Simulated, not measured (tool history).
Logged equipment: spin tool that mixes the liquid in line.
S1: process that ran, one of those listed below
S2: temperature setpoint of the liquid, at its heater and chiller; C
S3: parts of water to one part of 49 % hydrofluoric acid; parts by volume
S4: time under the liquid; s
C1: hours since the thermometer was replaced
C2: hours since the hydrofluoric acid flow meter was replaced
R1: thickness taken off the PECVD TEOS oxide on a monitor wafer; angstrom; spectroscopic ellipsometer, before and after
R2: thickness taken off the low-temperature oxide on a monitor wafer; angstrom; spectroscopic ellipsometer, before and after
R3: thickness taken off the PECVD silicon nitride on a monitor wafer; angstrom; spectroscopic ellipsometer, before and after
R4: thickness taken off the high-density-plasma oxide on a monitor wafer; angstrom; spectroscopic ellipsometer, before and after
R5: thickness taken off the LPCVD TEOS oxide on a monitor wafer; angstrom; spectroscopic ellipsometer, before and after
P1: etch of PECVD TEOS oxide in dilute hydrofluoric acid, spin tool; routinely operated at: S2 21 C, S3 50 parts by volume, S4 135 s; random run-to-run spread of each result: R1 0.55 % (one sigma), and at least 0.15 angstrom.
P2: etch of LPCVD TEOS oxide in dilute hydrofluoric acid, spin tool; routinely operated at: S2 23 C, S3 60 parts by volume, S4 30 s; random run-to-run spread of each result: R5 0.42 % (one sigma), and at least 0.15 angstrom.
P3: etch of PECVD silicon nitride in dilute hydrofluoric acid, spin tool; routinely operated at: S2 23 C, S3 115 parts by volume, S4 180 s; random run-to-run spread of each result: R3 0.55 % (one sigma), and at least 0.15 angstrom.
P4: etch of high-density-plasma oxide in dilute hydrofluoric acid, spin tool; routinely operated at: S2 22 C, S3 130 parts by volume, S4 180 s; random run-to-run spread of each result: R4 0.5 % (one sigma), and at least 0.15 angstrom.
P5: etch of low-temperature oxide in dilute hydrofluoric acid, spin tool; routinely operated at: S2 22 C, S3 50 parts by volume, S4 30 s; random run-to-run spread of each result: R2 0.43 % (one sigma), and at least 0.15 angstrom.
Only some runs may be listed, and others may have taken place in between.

| run | hour | S1 | S2 | S3 | S4 | C1 | C2 | R1 | R2 | R3 | R4 | R5 |
|---|---|---|---|---|---|---|---|---|---|---|---|---|
| 1 | 3.6 | P1 | 21 | 50 | 135 | 333.7 | 1869.3 | 374.6 |  |  |  |  |
| 2 | 7.7 | P1 | 21 | 90 | 135 | 337.8 | 1873.4 | 198.29 |  |  |  |  |
| 3 | 10.7 | P5 | 22 | 50 | 15 | 340.8 | 1876.4 |  | 41.854 |  |  |  |
| 4 | 15.6 | P3 | 23 | 115 | 330 | 345.7 | 1881.3 |  |  | 89.394 |  |  |
| 5 | 20.5 | P1 | 21 | 50 | 135 | 350.6 | 1886.2 | 374.24 |  |  |  |  |
| 6 | 24.5 | P5 | 22 | 50 | 30 | 354.6 | 1890.2 |  | 84.194 |  |  |  |
| 7 | 26.7 | P1 | 21 | 50 | 60 | 356.8 | 1892.4 | 168.81 |  |  |  |  |
| 8 | 31.3 | P3 | 18.5 | 115 | 180 | 361.4 | 1897 |  |  | 36.124 |  |  |
| 9 | 33.7 | P1 | 21 | 20 | 15 | 363.8 | 1899.4 | 107.83 |  |  |  |  |
| 10 | 36.7 | P1 | 21 | 90 | 20 | 366.8 | 1902.4 | 29.076 |  |  |  |  |
| 11 | 40.7 | P1 | 29 | 50 | 135 | 370.8 | 1906.4 | 518.2 |  |  |  |  |
| 12 | 43.7 | P4 | 22 | 45 | 180 | 373.8 | 1909.4 |  |  |  | 209.23 |  |
| 13 | 46 | P4 | 22 | 130 | 180 | 376.1 | 1911.7 |  |  |  | 65.302 |  |
| 14 | 50.9 | P2 | 23 | 60 | 15 | 381 | 1916.6 |  |  |  |  | 79.676 |
| 15 | 54.6 | P1 | 21 | 50 | 195 | 384.7 | 1920.3 | 543.81 |  |  |  |  |
| 16 | 59.2 | P2 | 23 | 100 | 30 | 389.3 | 1924.9 |  |  |  |  | 91.122 |
| 17 | 63.2 | P1 | 21 | 50 | 135 | 393.3 | 1928.9 | 378.09 |  |  |  |  |
| 18 | 67.6 | P5 | 28.5 | 50 | 30 | 397.7 | 1933.3 |  | 109.11 |  |  |  |
| 19 | 71.8 | P1 | 21 | 50 | 135 | 401.9 | 1937.5 | 374.61 |  |  |  |  |
| 20 | 75.5 | P3 | 23 | 115 | 180 | 405.6 | 1941.2 |  |  | 48.791 |  |  |
| 21 | 80.1 | P5 | 22 | 20 | 30 | 410.2 | 1945.8 |  | 216.03 |  |  |  |
| 22 | 83.1 | P1 | 17 | 90 | 135 | 413.2 | 1948.8 | 168.86 |  |  |  |  |
| 23 | 88.1 | P4 | 18 | 130 | 180 | 418.2 | 1953.8 |  |  |  | 55.437 |  |
| 24 | 92.8 | P1 | 21 | 20 | 135 | 422.9 | 1958.5 | 971.47 |  |  |  |  |
| 25 | 96.5 | P4 | 22 | 130 | 85 | 426.6 | 1962.2 |  |  |  | 30.282 |  |
| 26 | 99.6 | P2 | 17.5 | 60 | 30 | 429.7 | 1965.3 |  |  |  |  | 125.48 |
| 27 | 102.2 | P2 | 23 | 60 | 30 | 432.3 | 1967.9 |  |  |  |  | 158.64 |
| 28 | 106.8 | P1 | 21 | 50 | 135 | 436.9 | 1972.5 | 371.23 |  |  |  |  |
| 29 | 111 | P3 | 23 | 205 | 180 | 441.1 | 1976.7 |  |  | 27.91 |  |  |
| 30 | 115.3 | P1 | 17 | 50 | 135 | 445.4 | 1981 | 315.89 |  |  |  |  |
| 31 | 119 | P1 | 21 | 50 | 135 | 449.1 | 1984.7 | 373.2 |  |  |  |  |
| 32 | 121.2 | P1 | 21 | 50 | 135 | 451.3 | 1986.9 | 379.5 |  |  |  |  |
| 33 | 124 | P1 | 21 | 50 | 135 | 454.1 | 1989.7 | 390.58 |  |  |  |  |
| 34 | 128.2 | P1 | 21 | 50 | 135 | 458.3 | 1993.9 | 401.71 |  |  |  |  |
| 35 | 132.5 | P1 | 21 | 50 | 135 | 462.6 | 1998.2 | 402.32 |  |  |  |  |
| 36 | 137.1 | P1 | 21 | 50 | 135 | 467.2 | 2002.8 | 406.79 |  |  |  |  |

Expected results for the next run?
| 37 | 140.2 | P1 | 21 | 50 | 135 | 470.3 | 2005.9 | ? |  |  |  |  |

Run 37 measured R1 407.93 angstrom.
